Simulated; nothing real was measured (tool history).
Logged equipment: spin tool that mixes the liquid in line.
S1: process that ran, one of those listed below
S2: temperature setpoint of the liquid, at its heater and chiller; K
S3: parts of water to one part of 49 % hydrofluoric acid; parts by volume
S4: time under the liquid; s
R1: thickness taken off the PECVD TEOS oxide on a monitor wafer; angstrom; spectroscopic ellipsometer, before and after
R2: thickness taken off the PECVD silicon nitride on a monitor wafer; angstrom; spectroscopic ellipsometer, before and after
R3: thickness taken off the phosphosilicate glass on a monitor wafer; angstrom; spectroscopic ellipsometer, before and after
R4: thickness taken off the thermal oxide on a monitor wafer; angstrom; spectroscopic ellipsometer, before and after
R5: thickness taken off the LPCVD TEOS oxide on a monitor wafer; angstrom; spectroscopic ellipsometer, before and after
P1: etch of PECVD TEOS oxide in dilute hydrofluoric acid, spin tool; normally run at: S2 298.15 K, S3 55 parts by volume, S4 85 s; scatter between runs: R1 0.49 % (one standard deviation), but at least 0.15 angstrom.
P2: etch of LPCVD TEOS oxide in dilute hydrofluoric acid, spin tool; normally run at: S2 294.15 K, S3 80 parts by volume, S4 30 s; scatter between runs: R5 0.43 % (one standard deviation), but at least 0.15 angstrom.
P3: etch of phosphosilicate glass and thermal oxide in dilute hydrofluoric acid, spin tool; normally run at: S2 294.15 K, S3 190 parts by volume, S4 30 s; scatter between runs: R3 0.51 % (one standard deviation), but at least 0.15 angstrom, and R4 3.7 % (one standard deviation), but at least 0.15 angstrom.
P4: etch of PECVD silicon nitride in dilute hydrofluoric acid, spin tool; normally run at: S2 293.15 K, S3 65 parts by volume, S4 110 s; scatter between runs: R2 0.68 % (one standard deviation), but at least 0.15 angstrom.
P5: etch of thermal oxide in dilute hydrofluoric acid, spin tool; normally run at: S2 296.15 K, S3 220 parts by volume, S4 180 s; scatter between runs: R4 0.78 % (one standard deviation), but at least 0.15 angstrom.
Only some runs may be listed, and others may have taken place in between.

run 1 hour=2.3 | S1=P1 S2=298.15 S3=55 S4=85 | R1=247.310
run 2 hour=5.4 | S1=P4 S2=293.15 S3=65 S4=110 | R2=42.2060
run 3 hour=8.8 | S1=P3 S2=294.15 S3=190 S4=15 | R3=97.189 R4=3.0180
run 4 hour=13.0 | S1=P4 S2=293.15 S3=65 S4=15 | R2=6.0364
run 5 hour=16.5 | S1=P5 S2=296.15 S3=220 S4=360 | R4=63.9070
run 6 hour=19.1 | S1=P1 S2=298.15 S3=20 S4=85 | R1=713.710
run 7 hour=24.0 | S1=P3 S2=298.65 S3=190 S4=30 | R3=230.200 R4=7.5898
run 8 hour=28.6 | S1=P4 S2=293.15 S3=95 S4=110 | R2=29.4400
run 9 hour=31.3 | S1=P3 S2=294.15 S3=190 S4=30 | R3=194.650 R4=6.2184
run 10 hour=34.9 | S1=P2 S2=294.15 S3=80 S4=30 | R5=148.72
run 11 hour=37.8 | S1=P1 S2=293.15 S3=55 S4=85 | R1=200.940
run 12 hour=41.0 | S1=P1 S2=305.15 S3=55 S4=85 | R1=328.710
run 13 hour=44.1 | S1=P5 S2=296.15 S3=55 S4=180 | R4=153.6100
run 14 hour=49.2 | S1=P2 S2=290.15 S3=80 S4=30 | R5=126.13
run 15 hour=51.6 | S1=P1 S2=298.15 S3=55 S4=85 | R1=245.930
run 16 hour=55.2 | S1=P4 S2=293.15 S3=65 S4=110 | R2=42.5150
run 17 hour=57.4 | S1=P2 S2=294.15 S3=20 S4=30 | R5=636.00
run 18 hour=61.4 | S1=P1 S2=304.15 S3=55 S4=135 | R1=500.520
run 19 hour=66.3 | S1=P1 S2=298.15 S3=55 S4=85 | R1=246.680
run 20 hour=69.2 | S1=P1 S2=298.15 S3=55 S4=130 | R1=377.410
run 21 hour=73.2 | S1=P1 S2=298.15 S3=55 S4=85 | R1=247.960
run 22 hour=77.0 | S1=P5 S2=296.15 S3=220 S4=180 | R4=32.3140
run 23 hour=81.2 | S1=P2 S2=294.15 S3=80 S4=50 | R5=247.09
run 24 hour=83.6 | S1=P1 S2=298.15 S3=80 S4=85 | R1=166.170
run 25 hour=88.3 | S1=P5 S2=304.65 S3=220 S4=180 | R4=43.5810
run 26 hour=92.1 | S1=P1 S2=298.15 S3=55 S4=15 | R1=44.084
run 27 hour=97.1 | S1=P3 S2=294.15 S3=45 S4=30 | R3=960.540 R4=30.0890
run 28 hour=101.5 | S1=P4 S2=298.15 S3=65 S4=110 | R2=59.6920
run 29 hour=104.1 | S1=P3 S2=294.15 S3=190 S4=30 | R3=193.350 R4=6.1665
run 30 hour=108.2 | S1=P1 S2=298.15 S3=55 S4=85 | R1=246.630
run 31 hour=112.2 | S1=P1 S2=298.15 S3=55 S4=85 | R1=238.950
run 32 hour=116.8 | S1=P1 S2=298.15 S3=55 S4=85 | R1=237.170
run 33 hour=121.0 | S1=P1 S2=298.15 S3=55 S4=85 | R1=231.010
run 34 hour=125.6 | S1=P1 S2=298.15 S3=55 S4=85 | R1=230.700
run 35 hour=129.9 | S1=P1 S2=298.15 S3=55 S4=85 | R1=228.610
run 36 hour=134.2 | S1=P1 S2=298.15 S3=55 S4=85 | R1=226.630
run 37 hour=138.3 | S1=P1 S2=298.15 S3=55 S4=85 | R1=228.240
run 38 hour=142.6 | S1=P1 S2=298.15 S3=55 S4=85 | R1=227.480
run 39 hour=146.8 | S1=P1 S2=298.15 S3=55 S4=85 | R1=223.480
run 40 hour=151.3 | S1=P1 S2=298.15 S3=55 S4=85 | R1=225.040
run 41 hour=156.3 | S1=P1 S2=298.15 S3=55 S4=85 | R1=224.530

The output of P1 has drifted from where it used to be. Each of the 2 causes below, taken at the size shown beside it, accounts for the log equally well:
A: liquid colder than its thermometer reads (K) = 2.38
B: hydrofluoric acid flow below the setpoint (%) = 8.63
The onset of the drift is placed at about hour 108.2.

Of the 4 check runs listed below, each run on one wafer and each result written as a question mark, which would let you distinguish the listed causes because they would give clearly different results?
run check 1 hour=161.3 | S1=P5 S2=301.65 S3=75 S4=180 | R4=?
run check 2 hour=161.3 | S1=P2 S2=294.15 S3=25 S4=40 | R5=?
run check 3 hour=161.3 | S1=P3 S2=294.15 S3=75 S4=30 | R3=? R4=?
run check 4 hour=161.3 | S1=P4 S2=293.15 S3=85 S4=110 | R2=?

Check results expected under each cause:
check=check_1 result=R4 if_A=126.3100 if_B=125.4500
check=check_2 result=R5 if_A=612.25 if_B=618.40
check=check_3 result=R3 if_A=504.970 if_B=505.460
check=check_3 result=R4 if_A=15.7110 if_B=15.7260
check=check_4 result=R2 if_A=27.7080 if_B=29.9080
Distance between the nearest two causes, measured in the result of the check that separates them most: check 1 0.68 %; check 2 1 %; check 3 0.1 %; check 4 7.64 %
Of the check runs offered, only check 4 discriminates between the causes; the rest would read about the same regardless of which cause applies.

Check 4 was carried out, with these results: R2 29.8250 angstrom. Which of the listed causes is responsible?

It was cause B: hydrofluoric acid flow below the setpoint (%).
